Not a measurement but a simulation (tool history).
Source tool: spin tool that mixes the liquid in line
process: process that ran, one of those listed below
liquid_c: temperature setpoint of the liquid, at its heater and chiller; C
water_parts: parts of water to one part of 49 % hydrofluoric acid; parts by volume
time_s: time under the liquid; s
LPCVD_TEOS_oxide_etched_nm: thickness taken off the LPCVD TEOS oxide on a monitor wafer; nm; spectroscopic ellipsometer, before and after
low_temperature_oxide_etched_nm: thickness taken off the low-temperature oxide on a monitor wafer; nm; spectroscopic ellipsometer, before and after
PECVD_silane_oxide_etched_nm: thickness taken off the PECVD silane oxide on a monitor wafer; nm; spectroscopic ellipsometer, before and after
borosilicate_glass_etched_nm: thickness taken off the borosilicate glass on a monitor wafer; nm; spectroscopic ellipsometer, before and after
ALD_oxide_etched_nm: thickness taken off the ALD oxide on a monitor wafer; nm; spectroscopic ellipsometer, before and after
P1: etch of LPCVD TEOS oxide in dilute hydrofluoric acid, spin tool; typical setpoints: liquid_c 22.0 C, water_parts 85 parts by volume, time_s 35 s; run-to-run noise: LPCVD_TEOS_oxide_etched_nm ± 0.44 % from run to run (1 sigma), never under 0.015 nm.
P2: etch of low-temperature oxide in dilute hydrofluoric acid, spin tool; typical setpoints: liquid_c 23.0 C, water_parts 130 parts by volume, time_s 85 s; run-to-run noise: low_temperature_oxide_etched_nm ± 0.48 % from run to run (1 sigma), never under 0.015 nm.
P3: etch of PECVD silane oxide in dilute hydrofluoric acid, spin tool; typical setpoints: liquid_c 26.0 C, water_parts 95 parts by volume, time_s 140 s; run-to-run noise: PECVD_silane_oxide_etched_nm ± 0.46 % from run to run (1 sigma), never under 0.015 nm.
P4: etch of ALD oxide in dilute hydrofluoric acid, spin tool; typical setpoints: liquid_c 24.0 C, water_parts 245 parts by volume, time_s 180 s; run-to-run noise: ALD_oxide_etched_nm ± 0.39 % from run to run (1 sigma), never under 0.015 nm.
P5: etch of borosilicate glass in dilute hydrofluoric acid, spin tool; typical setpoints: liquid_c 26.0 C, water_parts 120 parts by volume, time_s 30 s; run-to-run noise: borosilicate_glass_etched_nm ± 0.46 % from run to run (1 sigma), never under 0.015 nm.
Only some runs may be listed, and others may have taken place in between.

run   hour  process  liquid_c  water_parts  time_s  hours since the thermometer was replaced  hours since the hydrofluoric acid flow meter was replaced  LPCVD_TEOS_oxide_etched_nm  low_temperature_oxide_etched_nm  PECVD_silane_oxide_etched_nm  borosilicate_glass_etched_nm  ALD_oxide_etched_nm
  1    7.3       P1      22.0           85      35                                    1510.5                                                      526.6                      10.503
  2   14.4       P2      23.0           30      85                                    1517.6                                                      533.7                                                       96.509
  3   22.6       P3      33.5           95     140                                    1525.8                                                      541.9                                                                                     47.408
  4   30.7       P1      22.0           85      35                                    1533.9                                                      550.0                      10.585
  5   44.0       P2      17.0          130      85                                    1547.2                                                      563.3                                                       15.469
  6   55.6       P1      22.0           85      35                                    1558.8                                                      574.9                      10.518
  7   69.3       P1      22.0           85      35                                    1572.5                                                      588.6                      10.560
  8   78.4       P1      26.0           85      50                                    1581.6                                                      597.7                      17.483
  9   91.5       P3      26.0           20     140                                    1594.7                                                      610.8                                                                                    188.520
 10  102.3       P5      26.0          120      50                                    1605.5                                                      621.6                                                                                                                  16.2750
 11  116.4       P5      26.0          120      30                                    1619.6                                                      635.7                                                                                                                   9.6866
 12  129.7       P1      28.0           85      35                                    1632.9                                                      649.0                      13.247
 13  140.6       P2      23.0          130      85                                    1643.8                                                      659.9                                                       19.543
 14  150.4       P1      22.0           85      35                                    1653.6                                                      669.7                      10.480
 15  163.3       P3      26.0           95      75                                    1666.5                                                      682.6                                                                                     19.180
 16  169.5       P1      22.0           85      60                                    1672.7                                                      688.8                      18.038
 17  183.3       P2      23.0          130     160                                    1686.5                                                      702.6                                                       37.315
 18  191.1       P4      24.0          245     180                                    1694.3                                                      710.4                                                                                                                                        14.600
 19  203.5       P1      22.0          145      35                                    1706.7                                                      722.8                       5.765
 20  213.2       P1      22.0           20      35                                    1716.4                                                      732.5                      48.455
 21  224.5       P4      24.0          415     180                                    1727.7                                                      743.8                                                                                                                                         7.315
 22  231.9       P4      24.0          245     310                                    1735.1                                                      751.2                                                                                                                                        25.101
 23  238.2       P1      22.0           85      35                                    1741.4                                                      757.5                      10.531
 24  251.1       P3      26.0           95     140                                    1754.3                                                      770.4                                                                                     35.570
 25  263.1       P2      23.0          130      85                                    1766.3                                                      782.4                                                       19.514

Run 26 has not been measured yet. What should we expect?
 26  269.3       P1      22.0          130      60                                    1772.5                                                      788.6                           ?

Logged for run 26: LPCVD_TEOS_oxide_etched_nm 11.079 nm.

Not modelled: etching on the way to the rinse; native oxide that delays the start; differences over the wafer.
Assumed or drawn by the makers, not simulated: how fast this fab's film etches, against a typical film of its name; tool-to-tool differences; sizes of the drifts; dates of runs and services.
